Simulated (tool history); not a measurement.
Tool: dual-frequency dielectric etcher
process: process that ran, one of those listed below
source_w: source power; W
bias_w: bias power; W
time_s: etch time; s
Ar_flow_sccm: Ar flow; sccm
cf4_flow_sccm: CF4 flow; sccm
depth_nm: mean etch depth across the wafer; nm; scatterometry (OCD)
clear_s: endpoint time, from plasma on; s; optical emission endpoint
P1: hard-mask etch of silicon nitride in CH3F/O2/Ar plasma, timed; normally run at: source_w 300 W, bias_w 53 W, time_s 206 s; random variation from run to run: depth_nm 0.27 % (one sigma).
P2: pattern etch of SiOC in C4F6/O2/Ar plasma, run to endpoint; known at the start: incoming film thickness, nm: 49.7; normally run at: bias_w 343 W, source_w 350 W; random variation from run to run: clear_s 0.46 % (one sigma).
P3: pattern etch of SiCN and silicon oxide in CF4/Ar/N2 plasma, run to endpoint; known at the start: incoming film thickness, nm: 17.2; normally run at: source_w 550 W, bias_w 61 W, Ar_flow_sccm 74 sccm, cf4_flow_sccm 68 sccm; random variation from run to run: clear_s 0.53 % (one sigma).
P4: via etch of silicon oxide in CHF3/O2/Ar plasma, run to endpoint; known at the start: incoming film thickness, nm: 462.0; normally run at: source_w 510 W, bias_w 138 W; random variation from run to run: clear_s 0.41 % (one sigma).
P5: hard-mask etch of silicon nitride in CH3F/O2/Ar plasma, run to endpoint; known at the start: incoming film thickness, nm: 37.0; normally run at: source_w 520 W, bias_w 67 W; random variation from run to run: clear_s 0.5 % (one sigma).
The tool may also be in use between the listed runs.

run,hour,process,source_w,bias_w,time_s,Ar_flow_sccm,cf4_flow_sccm,depth_nm,clear_s
1,8.6,P1,300,53,206,,,116.9,
2,16.8,P1,420,53,206,,,132.43,
3,25.1,P5,520,67,,,,,49.557
4,30.7,P1,300,53,206,,,116.4,
5,38.7,P2,350,450,,,,,17.922
6,44.3,P5,520,51,,,,,53.698
7,48.6,P4,510,138,,,,,273.15
8,53.2,P1,190,53,206,,,97.829,
9,61,P1,300,40,206,,,106.92,
10,65.6,P2,350,343,,,,,20.101
11,69.8,P3,550,61,,74,68,,16.774
12,74.8,P3,550,61,,55,68,,16.062
13,82.3,P1,190,53,117,,,55.486,
14,91.4,P3,410,61,,74,68,,21.851
15,95.7,P3,550,39,,74,68,,19.002
16,100.6,P1,170,73,206,,,105.48,
17,109.3,P2,220,343,,,,,23.82
18,113.9,P3,550,61,,74,56,,17.183
19,121.8,P4,510,187,,,,,246.76
20,130.9,P4,510,138,,,,,274.07
21,137.1,P5,360,67,,,,,56.942
22,145.3,P1,300,53,206,,,115.99,
23,152,P1,300,73,206,,,130.66,
24,156,P1,300,53,206,,,116.34,
# hour 159.1: bias power generator calibrated
25,160.5,P4,720,138,,,,,239.91
26,167.9,P2,350,343,,,,,19.94
27,173.4,P1,300,53,158.5,,,89.128,
28,178,P1,300,53,291.5,,,164.11,
29,185,P1,300,53,206,,,116.51,
30,189.5,P1,300,53,206,,,116.92,
31,193.7,P1,300,53,206,,,117.37,
32,198.1,P1,300,53,206,,,117.15,
33,206.6,P1,300,53,206,,,117.19,
34,215.1,P1,300,53,206,,,117.61,
# hour 218.1: wet clean of the chamber
35,222.1,P1,300,53,206,,,117.99,
36,229.2,P1,300,53,206,,,118.22,
37,233.4,P1,300,53,206,,,118.01,
38,241.6,P1,300,53,206,,,118.32,
39,246.1,P1,300,53,206,,,118.1,
40,252.7,P1,300,53,206,,,118.06,

What P1 gives has crept away from where it was. These 2 causes fit the log equally well, each at the size given:
A: source power that arrives over what is set, % = 3.59
B: bias power that arrives over what is set, % = 4.22
The creep began at about hour 185.
Why every other cause is out:
chamber walls in a state that raises the etch rate, %: serviced at hour 218.1, which brought nothing back

4 check runs are offered, each on 5 wafers whose results are averaged, their results left as question marks. Which one tells the causes apart?
check 1,259.3,P4,710,138,,,,,?
check 2,259.3,P3,550,40,,74,68,,?
check 3,259.3,P2,230,343,,,,,?
check 4,259.3,P5,520,56,,,,,?

What each check would give under each cause:
check,result,if A,if B
check 1,clear_s,237.37,237.55
check 2,clear_s,18.379,18.762
check 3,clear_s,23.023,22.979
check 4,clear_s,51.592,51.625
How far apart the two closest causes lie, in the result that separates them most: check 1 0.08 %; check 2 2.06 %; check 3 0.19 %; check 4 0.06 %
Only check 2 tells the causes apart: in the others they would give nearly the same result.

Check 2 was then run and gave: clear_s 18.744 s. Which cause is it?

It is B: bias power that arrives over what is set, %.

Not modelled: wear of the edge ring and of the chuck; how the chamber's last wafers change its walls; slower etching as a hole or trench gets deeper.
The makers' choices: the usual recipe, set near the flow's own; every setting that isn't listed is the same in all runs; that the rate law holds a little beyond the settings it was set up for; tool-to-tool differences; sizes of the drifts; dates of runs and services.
